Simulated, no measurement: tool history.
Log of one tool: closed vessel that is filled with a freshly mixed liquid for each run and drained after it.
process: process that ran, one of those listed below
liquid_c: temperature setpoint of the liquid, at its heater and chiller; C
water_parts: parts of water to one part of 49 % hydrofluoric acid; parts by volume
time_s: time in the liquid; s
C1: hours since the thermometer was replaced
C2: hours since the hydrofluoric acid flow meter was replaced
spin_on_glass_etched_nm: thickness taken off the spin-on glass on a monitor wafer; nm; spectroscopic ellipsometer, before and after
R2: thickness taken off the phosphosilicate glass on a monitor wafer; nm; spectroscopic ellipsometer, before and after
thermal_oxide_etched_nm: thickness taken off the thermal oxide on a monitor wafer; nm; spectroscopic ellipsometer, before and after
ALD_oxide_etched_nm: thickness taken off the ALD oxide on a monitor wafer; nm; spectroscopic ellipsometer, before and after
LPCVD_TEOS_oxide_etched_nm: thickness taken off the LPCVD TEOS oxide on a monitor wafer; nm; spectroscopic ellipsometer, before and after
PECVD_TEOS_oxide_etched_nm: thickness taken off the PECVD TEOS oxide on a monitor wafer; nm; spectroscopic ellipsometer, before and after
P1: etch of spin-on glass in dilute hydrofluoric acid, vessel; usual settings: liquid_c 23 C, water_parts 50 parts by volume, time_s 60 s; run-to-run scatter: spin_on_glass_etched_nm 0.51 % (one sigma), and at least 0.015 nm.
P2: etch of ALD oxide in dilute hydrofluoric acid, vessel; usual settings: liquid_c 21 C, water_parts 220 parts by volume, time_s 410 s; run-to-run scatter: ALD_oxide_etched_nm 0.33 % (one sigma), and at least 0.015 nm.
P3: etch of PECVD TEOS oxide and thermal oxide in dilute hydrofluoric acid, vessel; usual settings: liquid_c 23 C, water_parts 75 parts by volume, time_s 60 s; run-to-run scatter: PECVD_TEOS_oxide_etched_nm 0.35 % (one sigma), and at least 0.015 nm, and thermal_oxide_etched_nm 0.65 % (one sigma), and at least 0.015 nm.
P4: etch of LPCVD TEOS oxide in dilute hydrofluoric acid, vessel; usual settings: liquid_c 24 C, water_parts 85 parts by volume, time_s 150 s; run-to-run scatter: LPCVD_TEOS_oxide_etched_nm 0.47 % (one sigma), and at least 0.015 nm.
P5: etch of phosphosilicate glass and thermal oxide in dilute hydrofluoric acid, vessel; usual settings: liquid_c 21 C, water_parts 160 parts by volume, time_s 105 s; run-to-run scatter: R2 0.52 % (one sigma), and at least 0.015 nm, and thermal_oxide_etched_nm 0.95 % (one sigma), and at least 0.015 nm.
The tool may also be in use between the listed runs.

run 1 day=0.154 | process=P1 liquid_c=23 water_parts=50 time_s=60 | C1=822.8 C2=441.6 | spin_on_glass_etched_nm=75.768
run 2 day=0.283 | process=P1 liquid_c=26 water_parts=20 time_s=60 | C1=825.9 C2=444.7 | spin_on_glass_etched_nm=224
run 3 day=0.467 | process=P1 liquid_c=30 water_parts=75 time_s=60 | C1=830.3 C2=449.1 | spin_on_glass_etched_nm=64.115
run 4 day=0.617 | process=P5 liquid_c=21 water_parts=160 time_s=185 | C1=833.9 C2=452.7 | R2=58.865 thermal_oxide_etched_nm=4.6205
run 5 day=0.746 | process=P1 liquid_c=23 water_parts=50 time_s=60 | C1=837 C2=455.8 | spin_on_glass_etched_nm=75.577
run 6 day=0.938 | process=P2 liquid_c=25.5 water_parts=220 time_s=410 | C1=841.6 C2=460.4 | ALD_oxide_etched_nm=20.595
run 7 day=1.138 | process=P4 liquid_c=24 water_parts=85 time_s=50 | C1=846.4 C2=465.2 | LPCVD_TEOS_oxide_etched_nm=15.235
run 8 day=1.383 | process=P4 liquid_c=24 water_parts=50 time_s=150 | C1=852.3 C2=471.1 | LPCVD_TEOS_oxide_etched_nm=82.559
run 9 day=1.667 | process=P5 liquid_c=28.5 water_parts=160 time_s=105 | C1=859.1 C2=477.9 | R2=43.827 thermal_oxide_etched_nm=3.5125
run 10 day=1.912 | process=P1 liquid_c=17.5 water_parts=50 time_s=60 | C1=865 C2=483.8 | spin_on_glass_etched_nm=60.091
run 11 day=2.154 | process=P4 liquid_c=31 water_parts=85 time_s=150 | C1=870.8 C2=489.6 | LPCVD_TEOS_oxide_etched_nm=60.27
run 12 day=2.333 | process=P1 liquid_c=23 water_parts=50 time_s=60 | C1=875.1 C2=493.9 | spin_on_glass_etched_nm=75.814
run 13 day=2.488 | process=P3 liquid_c=23 water_parts=25 time_s=60 | C1=878.8 C2=497.6 | thermal_oxide_etched_nm=12.154 PECVD_TEOS_oxide_etched_nm=71.408
run 14 day=2.738 | process=P3 liquid_c=23 water_parts=75 time_s=30 | C1=884.8 C2=503.6 | thermal_oxide_etched_nm=1.8826 PECVD_TEOS_oxide_etched_nm=11.107
run 15 day=2.958 | process=P2 liquid_c=21 water_parts=395 time_s=410 | C1=890.1 C2=508.9 | ALD_oxide_etched_nm=8.3025
run 16 day=3.154 | process=P1 liquid_c=23 water_parts=50 time_s=60 | C1=894.8 C2=513.6 | spin_on_glass_etched_nm=76.087
run 17 day=3.388 | process=P3 liquid_c=23 water_parts=75 time_s=60 | C1=900.4 C2=519.2 | thermal_oxide_etched_nm=3.7642 PECVD_TEOS_oxide_etched_nm=22.228
run 18 day=3.55 | process=P1 liquid_c=23 water_parts=75 time_s=60 | C1=904.3 C2=523.1 | spin_on_glass_etched_nm=49.189
run 19 day=3.738 | process=P1 liquid_c=23 water_parts=50 time_s=60 | C1=908.8 C2=527.6 | spin_on_glass_etched_nm=76.03
run 20 day=3.862 | process=P1 liquid_c=23 water_parts=50 time_s=30 | C1=911.8 C2=530.6 | spin_on_glass_etched_nm=37.641
run 21 day=4.046 | process=P5 liquid_c=21 water_parts=50 time_s=105 | C1=916.2 C2=535 | R2=119.64 thermal_oxide_etched_nm=9.4071

Forecast run 22:
run 22 day=4.308 | process=P2 liquid_c=21 water_parts=220 time_s=410 | C1=922.5 C2=541.3 | ALD_oxide_etched_nm=?

Run 22 gave ALD_oxide_etched_nm 17.417 nm.
